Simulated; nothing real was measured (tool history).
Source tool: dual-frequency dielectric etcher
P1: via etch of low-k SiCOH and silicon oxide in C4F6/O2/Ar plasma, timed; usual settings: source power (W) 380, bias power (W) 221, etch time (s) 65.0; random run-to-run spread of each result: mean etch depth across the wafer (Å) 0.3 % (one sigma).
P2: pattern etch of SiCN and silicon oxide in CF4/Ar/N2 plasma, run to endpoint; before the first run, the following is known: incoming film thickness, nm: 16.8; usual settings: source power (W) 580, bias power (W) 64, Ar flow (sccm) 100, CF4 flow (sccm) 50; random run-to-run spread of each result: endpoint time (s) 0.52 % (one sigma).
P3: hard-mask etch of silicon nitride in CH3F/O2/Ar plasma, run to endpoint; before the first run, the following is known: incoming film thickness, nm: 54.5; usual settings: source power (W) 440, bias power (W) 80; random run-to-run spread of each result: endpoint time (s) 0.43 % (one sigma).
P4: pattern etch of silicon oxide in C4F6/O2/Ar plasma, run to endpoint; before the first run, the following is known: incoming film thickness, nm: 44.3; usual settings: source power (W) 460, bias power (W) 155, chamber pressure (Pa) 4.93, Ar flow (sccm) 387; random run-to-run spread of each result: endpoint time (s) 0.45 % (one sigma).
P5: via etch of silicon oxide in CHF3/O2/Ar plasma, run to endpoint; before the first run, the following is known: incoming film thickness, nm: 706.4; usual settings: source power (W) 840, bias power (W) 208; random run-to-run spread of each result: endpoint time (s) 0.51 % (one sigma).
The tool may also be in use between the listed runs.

| run | day | process that ran | source power (W) | bias power (W) | etch time (s) | Ar flow (sccm) | CF4 flow (sccm) | chamber pressure (Pa) | hours since the last wet clean | hours since the last source power generator calibration | hours since the last bias power generator calibration | mean etch depth across the wafer (Å) | endpoint time (s) |
|---|---|---|---|---|---|---|---|---|---|---|---|---|---|
| 1 | 0.329 | P1 | 380 | 221 | 65.0 |  |  |  | 101.2 | 1388.9 | 1328.3 | 1846.1 |  |
| 2 | 0.654 | P5 | 650 | 208 |  |  |  |  | 109.0 | 1396.7 | 1336.1 |  | 318.200 |
| 3 | 0.992 | P2 | 580 | 64 |  | 100 | 50 |  | 117.1 | 1404.8 | 1344.2 |  | 17.771 |
| 4 | 1.417 | P2 | 580 | 64 |  | 62 | 50 |  | 127.3 | 1415.0 | 1354.4 |  | 16.574 |
| 5 | 1.800 | P4 | 460 | 213 |  | 387 |  | 4.93 | 136.5 | 1424.2 | 1363.6 |  | 13.070 |
| 6 | 1.996 | P1 | 450 | 221 | 46.5 |  |  |  | 141.2 | 1428.9 | 1368.3 | 1406.9 |  |
| 7 | 2.358 | P3 | 560 | 80 |  |  |  |  | 149.9 | 1437.6 | 1377.0 |  | 66.577 |
| 8 | 2.712 | P1 | 380 | 221 | 88.0 |  |  |  | 158.4 | 1446.1 | 1385.5 | 2508.0 |  |
| 9 | 3.042 | P3 | 440 | 108 |  |  |  |  | 166.3 | 1454.0 | 1393.4 |  | 65.444 |
|  | 3.217 | bias power generator calibrated |
| 10 | 3.312 | P4 | 460 | 155 |  | 387 |  | 6.20 | 172.8 | 1460.5 | 2.4 |  | 14.862 |
| 11 | 3.683 | P1 | 380 | 150 | 65.0 |  |  |  | 181.7 | 1469.4 | 11.3 | 1632.0 |  |
| 12 | 3.929 | P3 | 440 | 80 |  |  |  |  | 187.6 | 1475.3 | 17.2 |  | 72.109 |
| 13 | 4.212 | P1 | 490 | 221 | 65.0 |  |  |  | 194.4 | 1482.1 | 24.0 | 2039.6 |  |
| 14 | 4.442 | P2 | 580 | 64 |  | 100 | 50 |  | 199.9 | 1487.6 | 29.5 |  | 17.783 |
| 15 | 4.733 | P2 | 380 | 64 |  | 100 | 50 |  | 206.9 | 1494.6 | 36.5 |  | 25.856 |
| 16 | 5.021 | P1 | 250 | 221 | 41.5 |  |  |  | 213.8 | 1501.5 | 43.4 | 1006.8 |  |
| 17 | 5.450 | P1 | 380 | 221 | 65.0 |  |  |  | 224.1 | 1511.8 | 53.7 | 1834.7 |  |
| 18 | 5.638 | P2 | 580 | 44 |  | 100 | 50 |  | 228.6 | 1516.3 | 58.2 |  | 20.043 |
| 19 | 5.908 | P1 | 380 | 221 | 50.5 |  |  |  | 235.1 | 1522.8 | 64.7 | 1434.9 |  |
| 20 | 6.183 | P4 | 460 | 155 |  | 293 |  | 4.93 | 241.7 | 1529.4 | 71.3 |  | 14.009 |
| 21 | 6.446 | P4 | 460 | 155 |  | 387 |  | 4.93 | 248.0 | 1535.7 | 77.6 |  | 14.455 |
| 22 | 6.712 | P5 | 840 | 270 |  |  |  |  | 254.4 | 1542.1 | 84.0 |  | 262.710 |
| 23 | 7.062 | P5 | 840 | 208 |  |  |  |  | 262.8 | 1550.5 | 92.4 |  | 285.910 |
| 24 | 7.425 | P2 | 580 | 64 |  | 100 | 67 |  | 271.5 | 1559.2 | 101.1 |  | 16.959 |
| 25 | 7.808 | P1 | 380 | 221 | 65.0 |  |  |  | 280.7 | 1568.4 | 110.3 | 1846.3 |  |
| 26 | 8.125 | P1 | 280 | 221 | 65.0 |  |  |  | 288.3 | 1576.0 | 117.9 | 1641.8 |  |
| 27 | 8.367 | P4 | 660 | 155 |  | 387 |  | 4.93 | 294.1 | 1581.8 | 123.7 |  | 12.516 |
| 28 | 8.700 | P1 | 380 | 298 | 65.0 |  |  |  | 302.1 | 1589.8 | 131.7 | 2049.4 |  |
| 29 | 9.058 | P1 | 380 | 221 | 65.0 |  |  |  | 310.7 | 1598.4 | 140.3 | 1845.7 |  |
| 30 | 9.275 | P1 | 440 | 154 | 65.0 |  |  |  | 315.9 | 1603.6 | 145.5 | 1741.9 |  |
| 31 | 9.496 | P1 | 380 | 221 | 65.0 |  |  |  | 321.2 | 1608.9 | 150.8 | 1848.7 |  |
| 32 | 9.850 | P5 | 840 | 208 |  |  |  |  | 329.7 | 1617.4 | 159.3 |  | 288.200 |
| 33 | 10.254 | P1 | 380 | 221 | 65.0 |  |  |  | 339.4 | 1627.1 | 169.0 | 1842.8 |  |
| 34 | 10.542 | P1 | 380 | 221 | 65.0 |  |  |  | 346.3 | 1634.0 | 175.9 | 1832.5 |  |
| 35 | 10.958 | P1 | 380 | 221 | 65.0 |  |  |  | 356.3 | 1644.0 | 185.9 | 1833.6 |  |
| 36 | 11.350 | P1 | 380 | 221 | 65.0 |  |  |  | 365.7 | 1653.4 | 195.3 | 1825.7 |  |
| 37 | 11.717 | P1 | 380 | 221 | 65.0 |  |  |  | 374.5 | 1662.2 | 204.1 | 1815.6 |  |
|  | 11.817 | wet clean of the chamber |
| 38 | 12.108 | P1 | 380 | 221 | 65.0 |  |  |  | 7.1 | 1671.6 | 213.5 | 1820.6 |  |
| 39 | 12.467 | P1 | 380 | 221 | 65.0 |  |  |  | 15.7 | 1680.2 | 222.1 | 1818.6 |  |
| 40 | 12.854 | P1 | 380 | 221 | 65.0 |  |  |  | 25.0 | 1689.5 | 231.4 | 1821.8 |  |

P1 no longer gives what it gave before; its output has crept away from where it was. The following 2 causes, each at its listed size, fit the log equally well:
A: bias power that arrives under what is set, % = 4.51
B: source power that arrives under what is set, % = 3.88
Onset of the creep was near day 10.254.
Other possible causes, and why each is ruled out:
chamber walls in a state that lowers the etch rate, %: serviced at day 11.817, which brought nothing back

Which of the 4 check runs listed below, each an average over 5 wafers with its results shown as question marks, gives clearly different results under the different listed causes?
| check 1 | 13.242 | P4 | 620 | 212 |  | 387 |  | 4.93 |  |  |  |  | ? |
| check 2 | 13.242 | P3 | 550 | 93 |  |  |  |  |  |  |  |  | ? |
| check 3 | 13.242 | P5 | 840 | 270 |  |  |  |  |  |  |  |  | ? |
| check 4 | 13.242 | P2 | 580 | 64 |  | 71 | 50 |  |  |  |  |  | ? |

What each check would give under each cause:
| check | result | if A | if B |
|---|---|---|---|
| check 1 | endpoint time (s) | 11.831 | 11.841 |
| check 2 | endpoint time (s) | 64.503 | 64.414 |
| check 3 | endpoint time (s) | 268.330 | 267.950 |
| check 4 | endpoint time (s) | 17.050 | 17.400 |
Smallest distance between any two causes, each pair judged by its most separating result, in per cent: check 1 0.09 %; check 2 0.14 %; check 3 0.14 %; check 4 2.04 %
The causes can be told apart only by check 4. The other checks would give nearly the same results under each of them.

Running check 4 produced the following: endpoint time (s) 17.357. Which one of the listed causes fits?

It was cause B: source power that arrives under what is set, %.
